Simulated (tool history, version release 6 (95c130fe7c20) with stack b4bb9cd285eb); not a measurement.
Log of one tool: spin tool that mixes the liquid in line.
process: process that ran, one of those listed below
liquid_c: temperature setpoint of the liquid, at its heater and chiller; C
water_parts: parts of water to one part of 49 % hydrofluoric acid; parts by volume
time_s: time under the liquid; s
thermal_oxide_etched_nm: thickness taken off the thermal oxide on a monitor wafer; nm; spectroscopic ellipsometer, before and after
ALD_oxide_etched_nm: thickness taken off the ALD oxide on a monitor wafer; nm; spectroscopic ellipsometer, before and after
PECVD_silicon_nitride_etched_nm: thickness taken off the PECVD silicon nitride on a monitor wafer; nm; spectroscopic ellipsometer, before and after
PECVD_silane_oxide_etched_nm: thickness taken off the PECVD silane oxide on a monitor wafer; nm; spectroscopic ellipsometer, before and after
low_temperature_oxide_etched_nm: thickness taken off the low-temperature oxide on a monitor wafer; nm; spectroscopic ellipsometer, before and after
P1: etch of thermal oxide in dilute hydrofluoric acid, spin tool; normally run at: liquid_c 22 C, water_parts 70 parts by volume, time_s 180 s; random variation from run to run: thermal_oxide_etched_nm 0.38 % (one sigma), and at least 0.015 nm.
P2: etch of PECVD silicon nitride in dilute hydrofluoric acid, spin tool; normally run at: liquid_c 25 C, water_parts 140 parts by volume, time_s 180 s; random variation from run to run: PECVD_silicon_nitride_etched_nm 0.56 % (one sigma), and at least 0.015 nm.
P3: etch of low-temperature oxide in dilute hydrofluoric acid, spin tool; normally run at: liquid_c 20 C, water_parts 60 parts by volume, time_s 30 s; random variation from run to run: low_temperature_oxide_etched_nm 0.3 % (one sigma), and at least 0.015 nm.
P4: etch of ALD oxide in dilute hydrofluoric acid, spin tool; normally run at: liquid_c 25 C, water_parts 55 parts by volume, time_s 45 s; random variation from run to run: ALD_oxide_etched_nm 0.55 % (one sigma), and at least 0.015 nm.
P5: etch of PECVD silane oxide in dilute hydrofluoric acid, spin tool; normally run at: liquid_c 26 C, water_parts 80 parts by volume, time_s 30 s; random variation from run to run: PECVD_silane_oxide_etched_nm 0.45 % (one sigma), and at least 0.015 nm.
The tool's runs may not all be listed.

run   hour  process  liquid_c  water_parts  time_s  hours since the thermometer was replaced  hours since the hydrofluoric acid flow meter was replaced  thermal_oxide_etched_nm  ALD_oxide_etched_nm  PECVD_silicon_nitride_etched_nm  PECVD_silane_oxide_etched_nm  low_temperature_oxide_etched_nm
  1    3.1       P1        22           70     180                                     624.3                                                      258.7                   11.225
  2    7.3       P1        29          110     180                                     628.5                                                      262.9                   9.0289
  3   10.9       P1        22          115     355                                     632.1                                                      266.5                   12.932
  4   13.2       P4        25           90      45                                     634.4                                                      268.8                                        5.3353
  5   15.7       P1        22           70     180                                     636.9                                                      271.3                   11.224
  6   20.4       P1        22           70     180                                     641.6                                                        276                   11.257
  7   24.9       P2        25          140      15                                     646.1                                                      280.5                                                                         0.3333
  8   28.6       P2        25          140     180                                     649.8                                                      284.2                                                                         4.1669
  9   32.2       P5        26           80      30                                     653.4                                                      287.8                                                                                                        10.24
 10   34.6       P4        25           55      45                                     655.8                                                      290.2                                        9.0822
 11   37.9       P5        26           40      30                                     659.1                                                      293.5                                                                                                       21.381
 12   40.4       P1        22           70      45                                     661.6                                                        296                   2.8277
 13   44.8       P3        17           60      30                                       666                                                      300.4                                                                                                                                        13.365
 14   49.5       P3        20           30      30                                     670.7                                                      305.1                                                                                                                                        31.403
 15   51.9       P1        17           70      15                                     673.1                                                      307.5                  0.75921
 16   54.3       P2        25           25     180                                     675.5                                                      309.9                                                                         22.702
 17     57       P4        25           55      15                                     678.2                                                      312.6                                        3.0355
 18   60.8       P3        20           60      50                                       682                                                      316.4                                                                                                                                        25.512
 19   64.9       P1        22           70     180                                     686.1                                                      320.5                   11.293
 20   68.7       P2        25          140     180                                     689.9                                                      324.3                                                                         4.1762
 21   72.4       P1        22           35     180                                     693.6                                                        328                   23.526
 22   75.8       P1        22           70     180                                       697                                                      331.4                   11.284
 23   78.7       P3        20           60      30                                     699.9                                                      334.3                                                                                                                                        15.319
 24   83.4       P1      29.5           70     180                                     704.6                                                        339                   15.207
 25   87.3       P4      31.5           55      45                                     708.5                                                      342.9                                        11.796
 26     90       P2      31.5          140     180                                     711.2                                                      345.6                                                                          6.199
 27   92.2       P1        22           70     180                                     713.4                                                      347.8                   11.256
 28   96.5       P5        26           80      30                                     717.7                                                      352.1                                                                                                       10.083
 29  100.3       P1        22           70     180                                     721.5                                                      355.9                   11.297
 30  103.4       P1        22          105     180                                     724.6                                                        359                    7.219
 31  105.7       P5      32.5           80      30                                     726.9                                                      361.3                                                                                                        13.04
     107.7  -- hydrofluoric acid flow meter replaced
 32  108.5       P1        17           70     180                                     729.7                                                        0.8                   9.1376
 33  111.6       P4        25           55      45                                     732.8                                                        3.9                                         9.147
 34  115.7       P1        22           70     330                                     736.9                                                          8                   20.725
 35  120.4       P5        26           80      60                                     741.6                                                       12.7                                                                                                       20.234
 36  122.7       P1        22           70     180                                     743.9                                                         15                   11.265
 37  127.3       P1        22           70     180                                     748.5                                                       19.6                   10.922
 38  130.6       P1        22           70     180                                     751.8                                                       22.9                   10.709
 39  135.3       P1        22           70     180                                     756.5                                                       27.6                   10.507
 40  139.6       P1        22           70     180                                     760.8                                                       31.9                   10.488
 41  143.4       P1        22           70     180                                     764.6                                                       35.7                   10.376
 42  147.5       P1        22           70     180                                     768.7                                                       39.8                   10.419
 43  151.5       P1        22           70     180                                     772.7                                                       43.8                   10.346
 44  155.1       P1        22           70     180                                     776.3                                                       47.4                   10.348
 45  158.1       P1        22           70     180                                     779.3                                                       50.4                   10.316
 46  160.4       P1        22           70     180                                     781.6                                                       52.7                   10.351

What P1 gives has crept away from where it was. These 2 causes fit the log equally well, each at the size given:
A: liquid colder than its thermometer reads (K) = 2.2
B: hydrofluoric acid flow below the setpoint (%) = 8.03
The creep began at about hour 122.7.

4 check runs are offered, one wafer each, their results left as question marks. Which one tells the causes apart?
check 1  162.7       P2        25          140     180                                                                                                                                                                                   ?
check 2  162.7       P4        25           55      45                                                                                                                                                  ?
check 3  162.7       P3        20           60      30                                                                                                                                                                                                                                                  ?
check 4  162.7       P5        26           80      30                                                                                                                                                                                                                 ?

What each check would give under each cause:
  check                           result    if A    if B
check 1  PECVD_silicon_nitride_etched_nm  3.5998  3.8206
check 2              ALD_oxide_etched_nm  8.3521  8.3531
check 3  low_temperature_oxide_etched_nm   13.87  13.921
check 4     PECVD_silane_oxide_etched_nm  9.3081  9.2608
How far apart the two closest causes lie, in the result that separates them most: check 1 5.95 %; check 2 0.01 %; check 3 0.37 %; check 4 0.51 %
Check 1 tells the causes apart: in the others they would give nearly the same result.

Check 1 was then run and gave: PECVD_silicon_nitride_etched_nm 3.6292 nm. Which cause is it?

It is A: liquid colder than its thermometer reads (K).

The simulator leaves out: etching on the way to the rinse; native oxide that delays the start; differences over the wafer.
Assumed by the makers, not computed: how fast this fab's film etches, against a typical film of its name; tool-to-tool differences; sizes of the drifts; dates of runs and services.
